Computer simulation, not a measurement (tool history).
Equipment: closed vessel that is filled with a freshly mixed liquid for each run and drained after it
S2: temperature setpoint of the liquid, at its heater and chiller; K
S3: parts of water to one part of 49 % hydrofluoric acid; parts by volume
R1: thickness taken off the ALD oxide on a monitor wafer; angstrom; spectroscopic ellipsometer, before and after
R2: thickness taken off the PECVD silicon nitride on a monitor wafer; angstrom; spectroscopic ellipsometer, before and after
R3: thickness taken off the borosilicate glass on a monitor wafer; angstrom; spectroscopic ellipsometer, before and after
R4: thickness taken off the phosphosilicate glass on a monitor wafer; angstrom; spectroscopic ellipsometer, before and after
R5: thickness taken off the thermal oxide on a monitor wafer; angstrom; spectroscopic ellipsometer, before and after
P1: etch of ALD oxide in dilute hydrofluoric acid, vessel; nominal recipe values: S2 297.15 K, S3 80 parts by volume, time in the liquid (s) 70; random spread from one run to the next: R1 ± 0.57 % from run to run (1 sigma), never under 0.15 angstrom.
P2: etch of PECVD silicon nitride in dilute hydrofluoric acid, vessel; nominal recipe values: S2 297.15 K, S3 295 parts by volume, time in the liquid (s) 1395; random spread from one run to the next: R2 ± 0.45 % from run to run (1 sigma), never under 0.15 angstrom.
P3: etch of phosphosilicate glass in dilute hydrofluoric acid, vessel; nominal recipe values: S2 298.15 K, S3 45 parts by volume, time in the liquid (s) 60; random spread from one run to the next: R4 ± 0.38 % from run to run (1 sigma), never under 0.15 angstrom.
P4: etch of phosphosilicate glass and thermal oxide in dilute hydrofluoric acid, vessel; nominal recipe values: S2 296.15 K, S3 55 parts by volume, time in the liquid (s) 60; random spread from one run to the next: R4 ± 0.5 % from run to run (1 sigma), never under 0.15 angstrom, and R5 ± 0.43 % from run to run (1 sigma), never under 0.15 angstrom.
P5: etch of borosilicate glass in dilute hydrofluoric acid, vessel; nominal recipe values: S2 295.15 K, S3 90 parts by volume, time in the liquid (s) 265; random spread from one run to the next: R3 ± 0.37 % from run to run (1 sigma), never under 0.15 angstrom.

Run 1, hour 16.7: process that ran P1, S2 297.15 K, S3 80 parts by volume, time in the liquid (s) 70. Result: R1 88.736 angstrom.
Run 2, hour 30.7: process that ran P2, S2 297.15 K, S3 295 parts by volume, time in the liquid (s) 1395. Result: R2 272.11 angstrom.
Run 3, hour 47.0: process that ran P5, S2 295.15 K, S3 155 parts by volume, time in the liquid (s) 265. Result: R3 299.17 angstrom.
Run 4, hour 60.4: process that ran P1, S2 297.15 K, S3 80 parts by volume, time in the liquid (s) 70. Result: R1 88.325 angstrom.
Run 5, hour 74.8: process that ran P1, S2 290.15 K, S3 135 parts by volume, time in the liquid (s) 70. Result: R1 37.497 angstrom.
Run 6, hour 88.9: process that ran P4, S2 296.15 K, S3 55 parts by volume, time in the liquid (s) 60. Result: R4 2194.00 angstrom, R5 51.664 angstrom.
Run 7, hour 102.4: process that ran P4, S2 290.15 K, S3 55 parts by volume, time in the liquid (s) 60. Result: R4 1701.80 angstrom, R5 40.126 angstrom.
Run 8, hour 119.9: process that ran P1, S2 305.15 K, S3 80 parts by volume, time in the liquid (s) 70. Result: R1 121.500 angstrom.
Run 9, hour 134.5: process that ran P4, S2 296.15 K, S3 100 parts by volume, time in the liquid (s) 60. Result: R4 1138.20 angstrom, R5 26.871 angstrom.
Run 10, hour 150.8: process that ran P1, S2 297.15 K, S3 80 parts by volume, time in the liquid (s) 30. Result: R1 37.789 angstrom.
Run 11, hour 162.7: process that ran P5, S2 295.15 K, S3 90 parts by volume, time in the liquid (s) 485. Result: R3 1007.60 angstrom.
Run 12, hour 174.3: process that ran P4, S2 296.15 K, S3 55 parts by volume, time in the liquid (s) 30. Result: R4 1091.50 angstrom, R5 25.913 angstrom.
Run 13, hour 186.6: process that ran P1, S2 292.65 K, S3 80 parts by volume, time in the liquid (s) 115. Result: R1 121.970 angstrom.
At hour 192.0: hydrofluoric acid flow meter replaced.
Run 14, hour 204.9: process that ran P3, S2 298.15 K, S3 45 parts by volume, time in the liquid (s) 60. Result: R4 1951.80 angstrom.
Run 15, hour 215.4: process that ran P2, S2 297.15 K, S3 295 parts by volume, time in the liquid (s) 1395. Result: R2 274.78 angstrom.
Run 16, hour 225.4: process that ran P1, S2 297.15 K, S3 80 parts by volume, time in the liquid (s) 70. Result: R1 89.244 angstrom.
Run 17, hour 242.9: process that ran P1, S2 297.15 K, S3 25 parts by volume, time in the liquid (s) 70. Result: R1 307.190 angstrom.
Run 18, hour 254.7: process that ran P2, S2 297.15 K, S3 405 parts by volume, time in the liquid (s) 1395. Result: R2 201.51 angstrom.
Run 19, hour 269.5: process that ran P1, S2 297.15 K, S3 80 parts by volume, time in the liquid (s) 120. Result: R1 152.580 angstrom.
Run 20, hour 282.1: process that ran P2, S2 303.65 K, S3 295 parts by volume, time in the liquid (s) 1395. Result: R2 402.44 angstrom.
Run 21, hour 293.8: process that ran P1, S2 297.15 K, S3 80 parts by volume, time in the liquid (s) 70. Result: R1 88.850 angstrom.
Run 22, hour 311.1: process that ran P5, S2 290.15 K, S3 90 parts by volume, time in the liquid (s) 265. Result: R3 449.94 angstrom.
Run 23, hour 329.1: process that ran P3, S2 298.15 K, S3 45 parts by volume, time in the liquid (s) 30. Result: R4 976.64 angstrom.
Run 24, hour 340.2: process that ran P1, S2 303.65 K, S3 80 parts by volume, time in the liquid (s) 30. Result: R1 49.731 angstrom.
Run 25, hour 357.4: process that ran P1, S2 290.15 K, S3 80 parts by volume, time in the liquid (s) 70. Result: R1 67.321 angstrom.
Run 26, hour 370.0: process that ran P3, S2 293.15 K, S3 45 parts by volume, time in the liquid (s) 60. Result: R4 1576.20 angstrom.
Run 27, hour 384.5: process that ran P1, S2 297.15 K, S3 80 parts by volume, time in the liquid (s) 70. Result: R1 89.026 angstrom.
Run 28, hour 393.4: process that ran P2, S2 297.15 K, S3 295 parts by volume, time in the liquid (s) 2490. Result: R2 486.43 angstrom.
Run 29, hour 406.4: process that ran P5, S2 295.15 K, S3 90 parts by volume, time in the liquid (s) 265. Result: R3 550.75 angstrom.
Run 30, hour 415.1: process that ran P1, S2 297.15 K, S3 115 parts by volume, time in the liquid (s) 70. Result: R1 59.606 angstrom.
Run 31, hour 430.3: process that ran P3, S2 298.15 K, S3 20 parts by volume, time in the liquid (s) 60. Result: R4 4520.30 angstrom.
Run 32, hour 445.4: process that ran P1, S2 297.15 K, S3 80 parts by volume, time in the liquid (s) 70. Result: R1 88.956 angstrom.
Run 33, hour 463.7: process that ran P1, S2 297.15 K, S3 80 parts by volume, time in the liquid (s) 70. Result: R1 85.923 angstrom.
Run 34, hour 472.3: process that ran P1, S2 297.15 K, S3 80 parts by volume, time in the liquid (s) 70. Result: R1 86.413 angstrom.
Run 35, hour 487.8: process that ran P1, S2 297.15 K, S3 80 parts by volume, time in the liquid (s) 70. Result: R1 85.375 angstrom.
Run 36, hour 500.1: process that ran P1, S2 297.15 K, S3 80 parts by volume, time in the liquid (s) 70. Result: R1 83.613 angstrom.
Run 37, hour 516.8: process that ran P1, S2 297.15 K, S3 80 parts by volume, time in the liquid (s) 70. Result: R1 83.922 angstrom.
Run 38, hour 525.3: process that ran P1, S2 297.15 K, S3 80 parts by volume, time in the liquid (s) 70. Result: R1 83.357 angstrom.
Run 39, hour 541.9: process that ran P1, S2 297.15 K, S3 80 parts by volume, time in the liquid (s) 70. Result: R1 82.755 angstrom.
Run 40, hour 555.0: process that ran P1, S2 297.15 K, S3 80 parts by volume, time in the liquid (s) 70. Result: R1 82.666 angstrom.
Run 41, hour 573.2: process that ran P1, S2 297.15 K, S3 80 parts by volume, time in the liquid (s) 70. Result: R1 83.408 angstrom.

Expected results for the next run?
Run 42, hour 585.9: process that ran P1, S2 297.15 K, S3 80 parts by volume, time in the liquid (s) 70. Result: R1 ?.

{"run 42": {"R1": 82.827}}
